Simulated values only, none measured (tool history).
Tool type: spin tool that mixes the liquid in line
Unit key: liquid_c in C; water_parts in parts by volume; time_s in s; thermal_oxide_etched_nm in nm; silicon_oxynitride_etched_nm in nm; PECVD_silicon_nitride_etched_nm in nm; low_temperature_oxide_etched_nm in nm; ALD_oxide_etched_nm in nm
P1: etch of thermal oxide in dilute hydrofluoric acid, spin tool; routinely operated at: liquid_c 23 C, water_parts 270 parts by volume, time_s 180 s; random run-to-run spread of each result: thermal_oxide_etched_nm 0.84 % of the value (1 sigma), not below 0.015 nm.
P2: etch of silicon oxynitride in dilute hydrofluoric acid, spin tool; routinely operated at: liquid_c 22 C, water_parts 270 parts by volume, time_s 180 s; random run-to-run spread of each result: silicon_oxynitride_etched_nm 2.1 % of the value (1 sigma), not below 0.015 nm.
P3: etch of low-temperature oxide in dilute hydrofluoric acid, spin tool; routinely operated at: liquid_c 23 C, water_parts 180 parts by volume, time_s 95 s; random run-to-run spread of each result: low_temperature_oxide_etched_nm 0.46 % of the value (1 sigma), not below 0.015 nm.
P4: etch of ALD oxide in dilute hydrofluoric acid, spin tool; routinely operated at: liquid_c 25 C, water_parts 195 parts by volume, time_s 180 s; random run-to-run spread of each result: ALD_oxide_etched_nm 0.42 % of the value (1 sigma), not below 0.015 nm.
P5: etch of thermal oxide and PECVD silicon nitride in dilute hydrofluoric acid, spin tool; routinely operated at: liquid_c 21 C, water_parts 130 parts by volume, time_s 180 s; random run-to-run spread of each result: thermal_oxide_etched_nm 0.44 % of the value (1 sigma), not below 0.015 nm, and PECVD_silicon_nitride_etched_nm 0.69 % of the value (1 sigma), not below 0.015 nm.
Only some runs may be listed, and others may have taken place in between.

| run | hour | process | liquid_c | water_parts | time_s | thermal_oxide_etched_nm | silicon_oxynitride_etched_nm | PECVD_silicon_nitride_etched_nm | low_temperature_oxide_etched_nm | ALD_oxide_etched_nm |
|---|---|---|---|---|---|---|---|---|---|---|
| 1 | 9.1 | P1 | 23 | 270 | 180 | 2.4831 |  |  |  |  |
| 2 | 22.7 | P1 | 27.5 | 270 | 180 | 2.9018 |  |  |  |  |
| 3 | 35.5 | P1 | 17 | 270 | 60 | 0.67732 |  |  |  |  |
| 4 | 43.8 | P2 | 22 | 270 | 55 |  | 0.31657 |  |  |  |
| 5 | 51.5 | P5 | 21 | 130 | 180 | 5.3019 |  | 3.5176 |  |  |
| 6 | 66.7 | P3 | 23 | 180 | 40 |  |  |  | 3.4404 |  |
| 7 | 76 | P1 | 23 | 270 | 180 | 2.4913 |  |  |  |  |
| 8 | 85.8 | P1 | 23 | 100 | 180 | 8.0643 |  |  |  |  |
| 9 | 102.3 | P4 | 25 | 195 | 315 |  |  |  |  | 19.701 |
| 10 | 118.5 | P5 | 21 | 130 | 180 | 5.335 |  | 3.4959 |  |  |
| 11 | 126.4 | P1 | 23 | 270 | 305 | 4.2652 |  |  |  |  |
| 12 | 135.2 | P4 | 31 | 195 | 180 |  |  |  |  | 13.894 |
| 13 | 145.1 | P5 | 21 | 220 | 180 | 2.8706 |  | 2.1064 |  |  |
| 14 | 161.8 | P1 | 23 | 270 | 180 | 2.4882 |  |  |  |  |
| 15 | 175.5 | P1 | 17 | 270 | 180 | 1.9871 |  |  |  |  |
| 16 | 188.2 | P3 | 23 | 330 | 95 |  |  |  | 3.8249 |  |
| 17 | 202.4 | P2 | 22 | 270 | 180 |  | 1.0538 |  |  |  |
| 18 | 216.3 | P1 | 23 | 270 | 180 | 2.4982 |  |  |  |  |
| 19 | 226.2 | P2 | 22 | 430 | 180 |  | 0.59641 |  |  |  |
| 20 | 241.8 | P2 | 22 | 270 | 180 |  | 1.0517 |  |  |  |
| 21 | 258.3 | P1 | 17 | 270 | 275 | 3.0796 |  |  |  |  |
| 22 | 267.2 | P5 | 17 | 130 | 180 | 4.5406 |  | 2.6583 |  |  |
| 23 | 282.9 | P2 | 17 | 270 | 180 |  | 0.84917 |  |  |  |
|  | 290.5 | hydrofluoric acid flow meter replaced |
| 24 | 298.2 | P1 | 23 | 270 | 70 | 0.97402 |  |  |  |  |
| 25 | 315 | P4 | 25 | 60 | 180 |  |  |  |  | 42.866 |
| 26 | 325.1 | P5 | 21 | 130 | 265 | 7.8332 |  | 5.1145 |  |  |
| 27 | 336.7 | P1 | 23 | 270 | 180 | 2.4966 |  |  |  |  |
| 28 | 349.7 | P3 | 27 | 180 | 95 |  |  |  | 9.4398 |  |
| 29 | 360.1 | P3 | 23 | 180 | 95 |  |  |  | 8.1758 |  |
| 30 | 375 | P1 | 23 | 490 | 180 | 1.1142 |  |  |  |  |
| 31 | 387.8 | P4 | 25 | 195 | 180 |  |  |  |  | 11.225 |
| 32 | 397.4 | P1 | 23 | 270 | 180 | 2.4986 |  |  |  |  |
| 33 | 409.6 | P1 | 23 | 270 | 180 | 2.4194 |  |  |  |  |
| 34 | 420.3 | P1 | 23 | 270 | 180 | 2.3773 |  |  |  |  |
| 35 | 430.8 | P1 | 23 | 270 | 180 | 2.3478 |  |  |  |  |
| 36 | 447.6 | P1 | 23 | 270 | 180 | 2.3708 |  |  |  |  |
| 37 | 455.2 | P1 | 23 | 270 | 180 | 2.3347 |  |  |  |  |
| 38 | 472.1 | P1 | 23 | 270 | 180 | 2.3339 |  |  |  |  |
| 39 | 483.5 | P1 | 23 | 270 | 180 | 2.3195 |  |  |  |  |
| 40 | 495.3 | P1 | 23 | 270 | 180 | 2.3575 |  |  |  |  |

P1 has crept away from where it was. The log is fitted equally well by each of these 2 causes, at the sizes shown:
A: hydrofluoric acid flow below the setpoint (%) = 5.19
B: liquid colder than its thermometer reads (K) = 1.87
The process output started creeping at around hour 397.4.

The check runs listed below each take one wafer, and their results are still question marks. Under which run would the listed causes lead to clearly different results?
| check 1 | 507.1 | P3 | 23 | 180 | 95 |  |  |  | ? |  |
| check 2 | 507.1 | P4 | 25 | 195 | 180 |  |  |  |  | ? |
| check 3 | 507.1 | P2 | 22 | 270 | 180 |  | ? |  |  |  |
| check 4 | 507.1 | P5 | 21 | 130 | 180 | ? |  | ? |  |  |

What every check run would give for each of its results, assuming each possible cause in turn:
| check | result | if A | if B |
|---|---|---|---|
| check 1 | low_temperature_oxide_etched_nm | 7.6647 | 7.606 |
| check 2 | ALD_oxide_etched_nm | 10.527 | 10.482 |
| check 3 | silicon_oxynitride_etched_nm | 0.9969 | 0.97703 |
| check 4 | thermal_oxide_etched_nm | 5.0218 | 4.9508 |
| check 4 | PECVD_silicon_nitride_etched_nm | 3.3203 | 3.0846 |
Smallest distance between any two causes, each pair judged by its most separating result, in per cent: check 1 0.77 %; check 2 0.43 %; check 3 2.01 %; check 4 7.36 %
Check 4 is the one run that separates the causes; every other check would come out nearly the same whichever cause is at work.

With check 4 done, the readings were: thermal_oxide_etched_nm 4.968 nm; PECVD_silicon_nitride_etched_nm 3.1138 nm. Identify which of the listed causes applies.

The correct cause is B, namely: liquid colder than its thermometer reads (K).

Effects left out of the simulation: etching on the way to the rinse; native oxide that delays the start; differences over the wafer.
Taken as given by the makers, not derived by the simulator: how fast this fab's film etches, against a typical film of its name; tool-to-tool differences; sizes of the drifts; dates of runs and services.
